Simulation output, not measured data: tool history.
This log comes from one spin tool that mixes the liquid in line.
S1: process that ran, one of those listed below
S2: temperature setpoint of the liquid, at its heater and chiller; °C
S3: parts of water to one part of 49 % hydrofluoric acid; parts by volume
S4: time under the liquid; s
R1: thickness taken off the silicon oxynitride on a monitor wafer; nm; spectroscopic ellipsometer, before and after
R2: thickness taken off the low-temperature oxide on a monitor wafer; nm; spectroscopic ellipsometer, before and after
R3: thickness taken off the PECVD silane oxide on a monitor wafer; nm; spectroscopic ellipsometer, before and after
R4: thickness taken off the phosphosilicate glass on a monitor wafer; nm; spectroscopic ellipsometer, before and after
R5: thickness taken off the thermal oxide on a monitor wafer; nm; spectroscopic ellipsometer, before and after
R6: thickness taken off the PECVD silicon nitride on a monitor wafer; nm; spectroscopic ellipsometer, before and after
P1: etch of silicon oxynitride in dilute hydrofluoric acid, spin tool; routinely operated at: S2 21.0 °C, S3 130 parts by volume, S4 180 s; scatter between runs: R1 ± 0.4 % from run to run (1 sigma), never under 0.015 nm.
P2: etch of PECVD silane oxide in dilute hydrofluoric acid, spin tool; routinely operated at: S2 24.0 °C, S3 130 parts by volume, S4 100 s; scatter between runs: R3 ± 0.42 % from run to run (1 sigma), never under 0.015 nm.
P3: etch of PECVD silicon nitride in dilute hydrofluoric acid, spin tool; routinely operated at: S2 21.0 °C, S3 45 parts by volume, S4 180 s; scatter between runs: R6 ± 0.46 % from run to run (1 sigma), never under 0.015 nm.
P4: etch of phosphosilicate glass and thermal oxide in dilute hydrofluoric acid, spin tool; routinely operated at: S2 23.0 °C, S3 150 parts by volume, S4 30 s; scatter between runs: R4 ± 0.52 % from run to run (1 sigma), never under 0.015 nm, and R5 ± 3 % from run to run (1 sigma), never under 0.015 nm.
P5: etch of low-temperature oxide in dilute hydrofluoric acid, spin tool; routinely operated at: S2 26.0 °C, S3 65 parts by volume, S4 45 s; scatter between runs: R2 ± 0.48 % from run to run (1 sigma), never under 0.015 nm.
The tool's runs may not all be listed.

| run | day | S1 | S2 | S3 | S4 | R1 | R2 | R3 | R4 | R5 | R6 |
|---|---|---|---|---|---|---|---|---|---|---|---|
| 1 | 0.267 | P1 | 21.0 | 130 | 180 | 5.8721 |  |  |  |  |  |
| 2 | 0.529 | P5 | 26.0 | 65 | 45 |  | 20.2840 |  |  |  |  |
| 3 | 0.788 | P5 | 26.0 | 65 | 15 |  | 6.7692 |  |  |  |  |
| 4 | 1.042 | P2 | 24.0 | 130 | 35 |  |  | 11.757 |  |  |  |
| 5 | 1.238 | P4 | 23.0 | 150 | 30 |  |  |  | 28.762 | 0.88082 |  |
| 6 | 1.462 | P3 | 21.0 | 45 | 180 |  |  |  |  |  | 6.9391 |
|  | 1.479 | thermometer replaced |
| 7 | 1.692 | P3 | 21.0 | 65 | 180 |  |  |  |  |  | 4.8556 |
| 8 | 1.979 | P4 | 23.0 | 150 | 55 |  |  |  | 53.006 | 1.56760 |  |
| 9 | 2.292 | P2 | 24.0 | 130 | 100 |  |  | 33.243 |  |  |  |
| 10 | 2.467 | P1 | 21.0 | 130 | 180 | 5.8939 |  |  |  |  |  |
| 11 | 2.817 | P1 | 21.0 | 130 | 180 | 5.9053 |  |  |  |  |  |
| 12 | 3.079 | P1 | 21.0 | 130 | 40 | 1.3066 |  |  |  |  |  |
| 13 | 3.296 | P5 | 26.0 | 115 | 45 |  | 10.6990 |  |  |  |  |
| 14 | 3.575 | P1 | 17.0 | 130 | 180 | 4.8284 |  |  |  |  |  |
| 15 | 3.796 | P1 | 21.0 | 60 | 180 | 13.5000 |  |  |  |  |  |
| 16 | 4.017 | P3 | 21.0 | 45 | 345 |  |  |  |  |  | 13.2400 |
| 17 | 4.262 | P2 | 17.5 | 130 | 100 |  |  | 25.828 |  |  |  |
| 18 | 4.554 | P1 | 21.0 | 130 | 310 | 10.1890 |  |  |  |  |  |
| 19 | 4.742 | P3 | 17.0 | 45 | 180 |  |  |  |  |  | 5.2267 |
| 20 | 5.017 | P2 | 24.0 | 25 | 100 |  |  | 200.670 |  |  |  |
| 21 | 5.317 | P5 | 19.0 | 65 | 45 |  | 15.1470 |  |  |  |  |
| 22 | 5.588 | P1 | 21.0 | 130 | 180 | 5.8481 |  |  |  |  |  |
| 23 | 5.929 | P1 | 21.0 | 190 | 180 | 3.8583 |  |  |  |  |  |
| 24 | 6.204 | P1 | 21.0 | 130 | 180 | 5.8481 |  |  |  |  |  |
| 25 | 6.450 | P1 | 26.5 | 130 | 180 | 7.6282 |  |  |  |  |  |
| 26 | 6.679 | P4 | 23.0 | 150 | 30 |  |  |  | 28.863 | 0.89285 |  |
| 27 | 7.017 | P4 | 28.5 | 150 | 30 |  |  |  | 35.720 | 1.06620 |  |
| 28 | 7.217 | P5 | 26.0 | 65 | 45 |  | 20.2420 |  |  |  |  |
| 29 | 7.442 | P4 | 23.0 | 50 | 30 |  |  |  | 97.822 | 2.90890 |  |
| 30 | 7.762 | P1 | 17.0 | 230 | 180 | 2.5815 |  |  |  |  |  |
| 31 | 7.933 | P1 | 21.0 | 130 | 180 | 5.8898 |  |  |  |  |  |

What will run 32 give?
| 32 | 8.133 | P1 | 21.0 | 130 | 180 | ? |  |  |  |  |  |

R1: 5.8978 nm

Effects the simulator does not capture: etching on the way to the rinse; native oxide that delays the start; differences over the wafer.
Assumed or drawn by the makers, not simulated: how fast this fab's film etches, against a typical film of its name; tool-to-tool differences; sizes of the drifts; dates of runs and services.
